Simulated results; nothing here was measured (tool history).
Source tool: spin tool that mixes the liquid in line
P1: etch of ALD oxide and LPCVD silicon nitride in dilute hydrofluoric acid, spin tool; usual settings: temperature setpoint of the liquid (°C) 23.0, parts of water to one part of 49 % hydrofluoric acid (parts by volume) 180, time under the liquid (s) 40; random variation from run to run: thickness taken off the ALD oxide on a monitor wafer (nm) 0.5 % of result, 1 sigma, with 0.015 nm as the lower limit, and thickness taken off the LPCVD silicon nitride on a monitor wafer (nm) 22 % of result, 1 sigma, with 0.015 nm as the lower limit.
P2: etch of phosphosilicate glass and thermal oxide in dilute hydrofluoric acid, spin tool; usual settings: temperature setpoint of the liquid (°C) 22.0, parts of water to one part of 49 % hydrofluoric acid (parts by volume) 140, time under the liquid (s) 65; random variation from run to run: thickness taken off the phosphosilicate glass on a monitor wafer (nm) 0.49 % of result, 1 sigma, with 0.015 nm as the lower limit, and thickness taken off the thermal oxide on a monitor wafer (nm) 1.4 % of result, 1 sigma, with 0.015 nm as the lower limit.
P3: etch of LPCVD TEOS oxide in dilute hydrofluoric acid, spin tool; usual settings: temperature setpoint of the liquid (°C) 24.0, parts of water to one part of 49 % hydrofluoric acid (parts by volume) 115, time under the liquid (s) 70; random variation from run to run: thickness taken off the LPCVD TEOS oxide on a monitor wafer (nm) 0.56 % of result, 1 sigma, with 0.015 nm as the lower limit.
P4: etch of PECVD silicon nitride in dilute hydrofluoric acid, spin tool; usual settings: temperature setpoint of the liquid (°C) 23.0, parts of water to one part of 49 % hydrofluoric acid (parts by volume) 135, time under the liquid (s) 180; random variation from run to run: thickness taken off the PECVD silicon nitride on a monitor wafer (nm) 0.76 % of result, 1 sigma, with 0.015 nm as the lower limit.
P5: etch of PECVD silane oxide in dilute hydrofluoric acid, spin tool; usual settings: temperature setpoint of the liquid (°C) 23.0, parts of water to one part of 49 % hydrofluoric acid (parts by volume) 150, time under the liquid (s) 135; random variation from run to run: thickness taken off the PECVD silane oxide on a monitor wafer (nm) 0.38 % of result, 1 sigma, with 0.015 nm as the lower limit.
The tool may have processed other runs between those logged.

| run | hour | process that ran | temperature setpoint of the liquid (°C) | parts of water to one part of 49 % hydrofluoric acid (parts by volume) | time under the liquid (s) | hours since the thermometer was replaced | hours since the hydrofluoric acid flow meter was replaced | thickness taken off the ALD oxide on a monitor wafer (nm) | thickness taken off the LPCVD silicon nitride on a monitor wafer (nm) | thickness taken off the PECVD silane oxide on a monitor wafer (nm) | thickness taken off the LPCVD TEOS oxide on a monitor wafer (nm) | thickness taken off the PECVD silicon nitride on a monitor wafer (nm) | thickness taken off the phosphosilicate glass on a monitor wafer (nm) | thickness taken off the thermal oxide on a monitor wafer (nm) |
|---|---|---|---|---|---|---|---|---|---|---|---|---|---|---|
| 1 | 4.7 | P1 | 23.0 | 180 | 40 | 1369.7 | 708.0 | 4.3518 | 0.121230 |  |  |  |  |  |
| 2 | 7.6 | P5 | 23.0 | 150 | 265 | 1372.6 | 710.9 |  |  | 39.042 |  |  |  |  |
| 3 | 11.6 | P1 | 17.0 | 320 | 40 | 1376.6 | 714.9 | 1.6999 | 0.025856 |  |  |  |  |  |
| 4 | 13.9 | P5 | 23.0 | 205 | 135 | 1378.9 | 717.2 |  |  | 13.696 |  |  |  |  |
| 5 | 16.6 | P3 | 24.0 | 25 | 70 | 1381.6 | 719.9 |  |  |  | 86.528 |  |  |  |
| 6 | 19.5 | P1 | 30.0 | 290 | 40 | 1384.5 | 722.8 | 3.0699 | 0.123460 |  |  |  |  |  |
| 7 | 22.8 | P5 | 18.5 | 150 | 135 | 1387.8 | 726.1 |  |  | 16.573 |  |  |  |  |
| 8 | 25.5 | P5 | 23.0 | 150 | 135 | 1390.5 | 728.8 |  |  | 19.809 |  |  |  |  |
| 9 | 30.1 | P1 | 19.5 | 95 | 40 | 1395.1 | 733.4 | 7.8478 | 0.146990 |  |  |  |  |  |
| 10 | 34.4 | P1 | 23.0 | 180 | 70 | 1399.4 | 737.7 | 7.6526 | 0.273070 |  |  |  |  |  |
| 11 | 37.6 | P4 | 23.0 | 135 | 180 | 1402.6 | 740.9 |  |  |  |  | 3.22290 |  |  |
| 12 | 42.2 | P1 | 23.0 | 180 | 40 | 1407.2 | 745.5 | 4.3875 | 0.161230 |  |  |  |  |  |
| 13 | 46.6 | P1 | 17.0 | 180 | 40 | 1411.6 | 749.9 | 3.4340 | 0.079513 |  |  |  |  |  |
| 14 | 51.3 | P2 | 22.0 | 140 | 65 | 1416.3 | 754.6 |  |  |  |  |  | 29.707 | 2.01720 |
| 15 | 54.3 | P2 | 17.0 | 140 | 65 | 1419.3 | 757.6 |  |  |  |  |  | 24.401 | 1.61220 |
| 16 | 57.8 | P1 | 27.5 | 180 | 40 | 1422.8 | 761.1 | 5.1240 | 0.150940 |  |  |  |  |  |
| 17 | 61.3 | P4 | 23.0 | 185 | 180 | 1426.3 | 764.6 |  |  |  |  | 2.41340 |  |  |
| 18 | 65.0 | P1 | 23.0 | 180 | 40 | 1430.0 | 768.3 | 4.3301 | 0.120000 |  |  |  |  |  |
| 19 | 69.2 | P1 | 23.0 | 105 | 40 | 1434.2 | 772.5 | 8.1124 | 0.251920 |  |  |  |  |  |
| 20 | 72.9 | P1 | 23.0 | 180 | 40 | 1437.9 | 776.2 | 4.3505 | 0.094864 |  |  |  |  |  |
| 21 | 77.6 | P4 | 23.0 | 135 | 180 | 1442.6 | 780.9 |  |  |  |  | 3.20410 |  |  |
| 22 | 81.8 | P4 | 31.0 | 135 | 180 | 1446.8 | 785.1 |  |  |  |  | 5.43560 |  |  |
| 23 | 84.1 | P2 | 22.0 | 140 | 120 | 1449.1 | 787.4 |  |  |  |  |  | 55.185 | 3.65890 |
| 24 | 88.9 | P3 | 24.0 | 115 | 110 | 1453.9 | 792.2 |  |  |  | 26.818 |  |  |  |
| 25 | 93.1 | P2 | 22.0 | 140 | 65 | 1458.1 | 796.4 |  |  |  |  |  | 29.908 | 1.96710 |
| 26 | 97.1 | P1 | 23.0 | 180 | 15 | 1462.1 | 800.4 | 1.6312 | 0.034775 |  |  |  |  |  |
| 27 | 99.7 | P5 | 23.0 | 150 | 135 | 1464.7 | 803.0 |  |  | 19.845 |  |  |  |  |
| 28 | 103.5 | P1 | 23.0 | 265 | 40 | 1468.5 | 806.8 | 2.7273 | 0.128210 |  |  |  |  |  |
| 29 | 106.9 | P3 | 20.0 | 115 | 70 | 1471.9 | 810.2 |  |  |  | 14.269 |  |  |  |
| 30 | 111.3 | P2 | 22.0 | 250 | 65 | 1476.3 | 814.6 |  |  |  |  |  | 14.760 | 0.96839 |
| 31 | 114.7 | P1 | 23.0 | 180 | 40 | 1479.7 | 818.0 | 4.3892 | 0.159870 |  |  |  |  |  |
| 32 | 118.7 | P3 | 24.0 | 115 | 70 | 1483.7 | 822.0 |  |  |  | 16.911 |  |  |  |
| 33 | 120.8 | P4 | 23.0 | 135 | 15 | 1485.8 | 824.1 |  |  |  |  | 0.28351 |  |  |
| 34 | 123.1 | P1 | 23.0 | 180 | 40 | 1488.1 | 826.4 | 4.3325 | 0.112910 |  |  |  |  |  |
| 35 | 125.9 | P1 | 23.0 | 180 | 40 | 1490.9 | 829.2 | 4.1718 | 0.102920 |  |  |  |  |  |
| 36 | 129.9 | P1 | 23.0 | 180 | 40 | 1494.9 | 833.2 | 4.0560 | 0.138520 |  |  |  |  |  |
| 37 | 134.7 | P1 | 23.0 | 180 | 40 | 1499.7 | 838.0 | 4.0143 | 0.151260 |  |  |  |  |  |
| 38 | 139.1 | P1 | 23.0 | 180 | 40 | 1504.1 | 842.4 | 3.9798 | 0.096234 |  |  |  |  |  |
| 39 | 141.9 | P1 | 23.0 | 180 | 40 | 1506.9 | 845.2 | 3.9833 | 0.185510 |  |  |  |  |  |
| 40 | 145.4 | P1 | 23.0 | 180 | 40 | 1510.4 | 848.7 | 3.9596 | 0.074768 |  |  |  |  |  |

The log shows P1 creeping away from where it was. Any of the 2 causes listed here, at the size stated for it, fits the log just as well as the others:
A: liquid colder than its thermometer reads (K) = 2.45
B: hydrofluoric acid flow below the setpoint (%) = 7.51
The creep began at about hour 123.1.

Listed below are the offered check runs, one wafer per run, with question marks in place of results. For which of them would the causes give clearly different outcomes?
| check 1 | 148.9 | P2 | 22.0 | 140 | 65 |  |  |  |  |  |  |  | ? | ? |
| check 2 | 148.9 | P4 | 23.0 | 135 | 180 |  |  |  |  |  |  | ? |  |  |
| check 3 | 148.9 | P3 | 24.0 | 115 | 70 |  |  |  |  |  | ? |  |  |  |
| check 4 | 148.9 | P5 | 23.0 | 150 | 135 |  |  |  |  | ? |  |  |  |  |

How each check would come out, cause by cause:
| check | result | if A | if B |
|---|---|---|---|
| check 1 | thickness taken off the phosphosilicate glass on a monitor wafer (nm) | 27.128 | 27.314 |
| check 1 | thickness taken off the thermal oxide on a monitor wafer (nm) | 1.78840 | 1.80060 |
| check 2 | thickness taken off the PECVD silicon nitride on a monitor wafer (nm) | 2.77240 | 3.01900 |
| check 3 | thickness taken off the LPCVD TEOS oxide on a monitor wafer (nm) | 15.315 | 15.436 |
| check 4 | thickness taken off the PECVD silane oxide on a monitor wafer (nm) | 18.046 | 18.123 |
Gap, in per cent, between the two causes that each check separates least, read from the result that separates them most: check 1 0.68 %; check 2 8.52 %; check 3 0.79 %; check 4 0.42 %
The other checks would show nearly matching results whichever cause is true, so check 2 is the only one that separates the causes.

Then check 2 was run and gave: thickness taken off the PECVD silicon nitride on a monitor wafer (nm) 3.04820. Which cause is it?

It is B: hydrofluoric acid flow below the setpoint (%).

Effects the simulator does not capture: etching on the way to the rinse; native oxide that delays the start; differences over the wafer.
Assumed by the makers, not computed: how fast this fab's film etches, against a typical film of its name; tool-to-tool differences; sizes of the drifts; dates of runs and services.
